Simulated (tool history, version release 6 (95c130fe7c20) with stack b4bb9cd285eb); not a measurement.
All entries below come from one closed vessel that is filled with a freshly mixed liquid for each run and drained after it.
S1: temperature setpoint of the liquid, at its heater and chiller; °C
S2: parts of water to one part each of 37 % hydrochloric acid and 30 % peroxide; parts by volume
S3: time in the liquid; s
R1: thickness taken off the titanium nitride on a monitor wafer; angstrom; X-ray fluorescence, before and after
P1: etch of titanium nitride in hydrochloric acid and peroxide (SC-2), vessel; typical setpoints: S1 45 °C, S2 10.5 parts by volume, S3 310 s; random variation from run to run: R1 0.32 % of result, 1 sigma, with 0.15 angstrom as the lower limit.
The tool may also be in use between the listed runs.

run,hour,S1,S2,S3,R1
1,5.4,45,10.5,310,97.7710
2,12.8,45,10.5,310,97.3460
3,16.4,45,18.5,310,59.8840
4,20.5,45,10.5,310,97.9210
5,24.7,35,10.5,310,48.2290
6,28.7,45,10.5,310,98.5900
7,34.9,56,10.5,310,203.3300
# hour 38.5: new drum of peroxide connected
8,38.7,45,10.5,310,98.2120
9,45.2,45,4.0,310,202.1900
# hour 45.9: chemicals flow meter replaced
10,49.1,35,10.5,170,26.4750
# hour 52.5: thermometer replaced
11,56.8,45,10.5,505,159.6200
12,64.4,45,10.5,30,9.2378
13,70.6,45,10.5,310,98.0210
14,78.0,45,10.5,310,101.7800
15,82.4,45,10.5,310,102.5200
16,87.0,45,10.5,310,103.4500
17,93.7,45,10.5,310,104.3600
18,98.0,45,10.5,310,104.7200
19,104.6,45,10.5,310,105.6100
20,111.0,45,10.5,310,105.2400
21,117.4,45,10.5,310,105.5200

The log shows P1 creeping away from where it was. Any of the 2 causes listed here, at the size stated for it, fits the log just as well as the others:
A: liquid hotter than its thermometer reads (K) = 1.08
B: chemicals flow above the setpoint (%) = 9.23
Onset of the creep was near hour 70.6.
Other possible causes, and why each is ruled out:
peroxide weaker than its label (%): cannot exceed 8; that much would move R1 by -7.4 %, which falls short of the creep or goes against it

Each of the check runs listed below is run on 2 wafers and reports their average, with the results left as question marks. Pick the one under which the possible causes would lead to clearly different results.
check 1,123.8,45.0,14.0,30,?
check 2,123.8,53.5,10.5,310,?
check 3,123.8,35.0,4.0,310,?
check 4,123.8,45.0,10.5,55,?

How each check would come out, cause by cause:
check,result,if A,if B
check 1,R1,7.9646,7.9867
check 2,R1,185.4800,186.1000
check 3,R1,108.4100,106.1600
check 4,R1,18.6900,18.6820
Per check, the gap between the least separated pair of causes, taken in the result that splits them most: check 1 0.28 %; check 2 0.34 %; check 3 2.09 %; check 4 0.04 %
The causes can be told apart only by check 3. The other checks would give nearly the same results under each of them.

After running check 3, the following was obtained: R1 106.0200 angstrom. Which cause does this point to?

B is the cause: chemicals flow above the setpoint (%).
